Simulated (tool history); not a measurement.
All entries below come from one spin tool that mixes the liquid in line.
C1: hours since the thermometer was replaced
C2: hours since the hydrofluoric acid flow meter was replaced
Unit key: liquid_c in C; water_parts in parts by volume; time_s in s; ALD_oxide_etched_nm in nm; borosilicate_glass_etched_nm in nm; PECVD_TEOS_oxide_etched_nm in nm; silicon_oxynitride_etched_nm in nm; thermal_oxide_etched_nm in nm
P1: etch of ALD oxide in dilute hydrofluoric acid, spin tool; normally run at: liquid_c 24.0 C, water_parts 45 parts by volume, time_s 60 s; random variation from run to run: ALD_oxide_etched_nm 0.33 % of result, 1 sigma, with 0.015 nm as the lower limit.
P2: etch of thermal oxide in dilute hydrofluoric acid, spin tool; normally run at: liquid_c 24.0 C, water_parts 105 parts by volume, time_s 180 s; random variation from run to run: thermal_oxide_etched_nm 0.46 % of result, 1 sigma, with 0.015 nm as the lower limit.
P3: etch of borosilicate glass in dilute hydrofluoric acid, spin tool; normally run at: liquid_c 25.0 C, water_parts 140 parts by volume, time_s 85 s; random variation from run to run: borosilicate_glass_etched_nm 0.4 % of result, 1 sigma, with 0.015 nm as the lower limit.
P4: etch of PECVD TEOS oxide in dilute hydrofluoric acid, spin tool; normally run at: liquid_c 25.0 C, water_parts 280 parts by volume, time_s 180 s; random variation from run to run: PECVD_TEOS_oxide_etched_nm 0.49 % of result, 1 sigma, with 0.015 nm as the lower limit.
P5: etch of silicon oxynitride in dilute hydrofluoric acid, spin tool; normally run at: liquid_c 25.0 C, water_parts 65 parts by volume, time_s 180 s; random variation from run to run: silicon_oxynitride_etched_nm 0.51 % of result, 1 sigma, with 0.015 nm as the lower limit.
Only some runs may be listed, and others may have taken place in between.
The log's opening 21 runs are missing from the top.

Run 22, hour 98.6: process P1, liquid_c 24.0 C, water_parts 30 parts by volume, time_s 110 s; C1 972.4; C2 237.3. Result: ALD_oxide_etched_nm 85.987 nm.
Run 23, hour 103.7: process P2, liquid_c 29.5 C, water_parts 105 parts by volume, time_s 180 s; C1 977.5; C2 242.4. Result: thermal_oxide_etched_nm 10.42500 nm.
Run 24, hour 107.4: process P2, liquid_c 24.0 C, water_parts 105 parts by volume, time_s 180 s; C1 981.2; C2 246.1. Result: thermal_oxide_etched_nm 8.40530 nm.
Run 25, hour 111.8: process P2, liquid_c 24.0 C, water_parts 105 parts by volume, time_s 15 s; C1 985.6; C2 250.5. Result: thermal_oxide_etched_nm 0.67743 nm.
Run 26, hour 115.4: process P1, liquid_c 17.0 C, water_parts 25 parts by volume, time_s 60 s; C1 989.2; C2 254.1. Result: ALD_oxide_etched_nm 42.157 nm.
Run 27, hour 121.5: process P1, liquid_c 24.0 C, water_parts 45 parts by volume, time_s 60 s; C1 995.3; C2 260.2. Result: ALD_oxide_etched_nm 30.892 nm.
Run 28, hour 125.1: process P4, liquid_c 20.0 C, water_parts 280 parts by volume, time_s 180 s; C1 998.9; C2 263.8. Result: PECVD_TEOS_oxide_etched_nm 6.3503 nm.
Run 29, hour 128.9: process P3, liquid_c 17.0 C, water_parts 140 parts by volume, time_s 85 s; C1 1002.7; C2 267.6. Result: borosilicate_glass_etched_nm 20.9020 nm.

Predict the results of run 30:
Run 30, hour 134.5: process P1, liquid_c 29.5 C, water_parts 45 parts by volume, time_s 60 s; C1 1008.3; C2 273.2. Result: ALD_oxide_etched_nm ?.

ALD_oxide_etched_nm: 38.444 nm
